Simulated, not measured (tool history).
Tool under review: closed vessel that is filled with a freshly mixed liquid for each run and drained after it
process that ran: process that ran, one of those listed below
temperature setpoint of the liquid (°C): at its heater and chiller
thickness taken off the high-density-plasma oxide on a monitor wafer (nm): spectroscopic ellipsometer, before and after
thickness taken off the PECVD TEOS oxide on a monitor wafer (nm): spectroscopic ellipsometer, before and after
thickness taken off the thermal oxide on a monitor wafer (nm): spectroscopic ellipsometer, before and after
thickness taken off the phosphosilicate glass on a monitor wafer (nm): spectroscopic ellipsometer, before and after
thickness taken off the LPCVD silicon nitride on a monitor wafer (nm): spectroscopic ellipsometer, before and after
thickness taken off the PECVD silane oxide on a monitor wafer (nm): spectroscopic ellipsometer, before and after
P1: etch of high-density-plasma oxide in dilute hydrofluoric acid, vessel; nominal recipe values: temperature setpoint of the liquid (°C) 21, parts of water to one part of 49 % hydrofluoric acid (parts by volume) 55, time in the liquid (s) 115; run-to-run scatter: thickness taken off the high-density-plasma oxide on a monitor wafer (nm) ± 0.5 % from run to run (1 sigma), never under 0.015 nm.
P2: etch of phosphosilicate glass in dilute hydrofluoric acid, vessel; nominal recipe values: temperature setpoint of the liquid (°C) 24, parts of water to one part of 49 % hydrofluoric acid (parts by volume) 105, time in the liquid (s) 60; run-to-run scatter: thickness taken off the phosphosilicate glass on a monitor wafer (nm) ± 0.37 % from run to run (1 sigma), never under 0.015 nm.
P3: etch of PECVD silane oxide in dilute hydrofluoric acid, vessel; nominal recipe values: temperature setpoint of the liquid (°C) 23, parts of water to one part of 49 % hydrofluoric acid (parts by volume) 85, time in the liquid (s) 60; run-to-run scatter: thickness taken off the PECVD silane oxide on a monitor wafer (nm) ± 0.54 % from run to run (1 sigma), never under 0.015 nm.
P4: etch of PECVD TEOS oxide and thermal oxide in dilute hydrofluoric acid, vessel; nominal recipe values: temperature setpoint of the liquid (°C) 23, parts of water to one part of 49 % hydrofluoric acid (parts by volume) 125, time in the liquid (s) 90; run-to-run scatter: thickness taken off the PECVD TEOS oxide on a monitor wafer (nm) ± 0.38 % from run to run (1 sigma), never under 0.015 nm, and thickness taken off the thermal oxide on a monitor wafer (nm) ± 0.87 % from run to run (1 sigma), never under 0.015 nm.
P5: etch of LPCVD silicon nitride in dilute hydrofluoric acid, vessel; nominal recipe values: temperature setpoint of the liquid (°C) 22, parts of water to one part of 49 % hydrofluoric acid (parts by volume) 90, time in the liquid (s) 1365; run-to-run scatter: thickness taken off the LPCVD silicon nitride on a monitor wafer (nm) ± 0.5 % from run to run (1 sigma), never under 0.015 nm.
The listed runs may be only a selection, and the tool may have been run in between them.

run	hour	process that ran	temperature setpoint of the liquid (°C)	parts of water to one part of 49 % hydrofluoric acid (parts by volume)	time in the liquid (s)	hours since the thermometer was replaced	hours since the hydrofluoric acid flow meter was replaced	thickness taken off the high-density-plasma oxide on a monitor wafer (nm)	thickness taken off the PECVD TEOS oxide on a monitor wafer (nm)	thickness taken off the thermal oxide on a monitor wafer (nm)	thickness taken off the phosphosilicate glass on a monitor wafer (nm)	thickness taken off the LPCVD silicon nitride on a monitor wafer (nm)	thickness taken off the PECVD silane oxide on a monitor wafer (nm)
1	5	P1	21	55	115	287.8	1237.4	14.693					
2	11.1	P4	23	55	90	293.9	1243.5		20.434	7.7581			
3	16.9	P4	23	125	90	299.7	1249.3		8.2357	3.209			
4	23.6	P1	21	55	45	306.4	1256	5.7897					
5	27.8	P2	32	105	60	310.6	1260.2				67.921		
6	32.1	P4	23	125	90	314.9	1264.5		8.2322	3.1767			
7	37.6	P1	21	90	115	320.4	1270	8.545					
8	44.8	P5	22	90	1365	327.6	1277.2					6.7403	
9	52.3	P2	24	105	30	335.1	1284.7				25.072		
10	56.7	P1	21	55	115	339.5	1289.1	14.677					
11	62.3	P1	21	55	115	345.1	1294.7	14.734					
12	66.2	P1	21	55	175	349	1298.6	22.38					
13	69.9	P2	24	105	60	352.7	1302.3				49.958		
14	77.1	P3	18.5	85	60	359.9	1309.5						16.775
15	84.5	P3	23	85	35	367.3	1316.9						11.834
16	90.8	P5	22	90	2435	373.6	1323.2					11.996	
17	96.7	P1	26.5	30	115	379.5	1329.1	34.935					
18	104.1	P4	23	125	50	386.9	1336.5		4.6208	1.7834			
19	111.5	P1	21	20	115	394.3	1343.9	41.97					
20	117.1	P1	25	55	115	399.9	1349.5	17.202					
21	121.3	P3	23	125	60	404.1	1353.7						13.181
22	126.3	P4	29	125	90	409.1	1358.7		10.398	4.0255			
23	129.8	P1	21	55	115	412.6	1362.2	14.723					
24	137.2	P5	17	90	1365	420	1369.6					4.78	
25	142.2	P2	24	60	60	425	1374.6				92.621		
26	147.1	P1	21	55	115	429.9	1379.5	14.703					
27	154	P5	22	130	1365	436.8	1386.4					4.7569	
28	158.4	P3	23	85	60	441.2	1390.8						20.35
29	161.9	P1	17	55	115	444.7	1394.3	12.37					
30	168.1	P3	23	85	60	450.9	1400.5						20.314
31	171.8	P1	21	55	115	454.6	1404.2	14.685					
32	175.1	P1	21	55	115	457.9	1407.5	14.696					
33	179.6	P1	21	55	115	462.4	1412	14.152					
34	184.6	P1	21	55	115	467.4	1417	13.836					
35	189.9	P1	21	55	115	472.7	1422.3	13.764					
36	196.6	P1	21	55	115	479.4	1429	13.853					
37	201.7	P1	21	55	115	484.5	1434.1	13.557					
38	205.3	P1	21	55	115	488.1	1437.7	13.775					

Something has made what P1 gives creep away from where it was; the 2 causes below, each at its own stated size, fit the log equally well:
A: hydrofluoric acid flow below the setpoint (%) = 6.79
B: liquid colder than its thermometer reads (K) = 1.78
The drift started at roughly hour 175.1.

Below are 4 check runs, each on a single wafer, with their results shown as question marks. Which of them would tell the listed causes apart, meaning the causes would give clearly different results under it?
check 1	208.9	P2	24	105	60						?		
check 2	208.9	P5	22	90	1365							?	
check 3	208.9	P4	23	125	90				?	?			
check 4	208.9	P3	23	85	60								?

What every check run would give for each of its results, assuming each possible cause in turn:
check	result	if A	if B
check 1	thickness taken off the phosphosilicate glass on a monitor wafer (nm)	46.273	46.68
check 2	thickness taken off the LPCVD silicon nitride on a monitor wafer (nm)	6.3386	6.0201
check 3	thickness taken off the PECVD TEOS oxide on a monitor wafer (nm)	7.634	7.713
check 3	thickness taken off the thermal oxide on a monitor wafer (nm)	2.9128	2.9429
check 4	thickness taken off the PECVD silane oxide on a monitor wafer (nm)	18.865	18.966
How far apart the two closest causes lie, in the result that separates them most: check 1 0.88 %; check 2 5.16 %; check 3 1.03 %; check 4 0.54 %
Check 2 distinguishes between the causes, while the remaining checks would return nearly the same result for all of them.

Running check 2 produced the following: thickness taken off the LPCVD silicon nitride on a monitor wafer (nm) 6.0367. Which one of the listed causes fits?

The correct cause is B, namely: liquid colder than its thermometer reads (K).

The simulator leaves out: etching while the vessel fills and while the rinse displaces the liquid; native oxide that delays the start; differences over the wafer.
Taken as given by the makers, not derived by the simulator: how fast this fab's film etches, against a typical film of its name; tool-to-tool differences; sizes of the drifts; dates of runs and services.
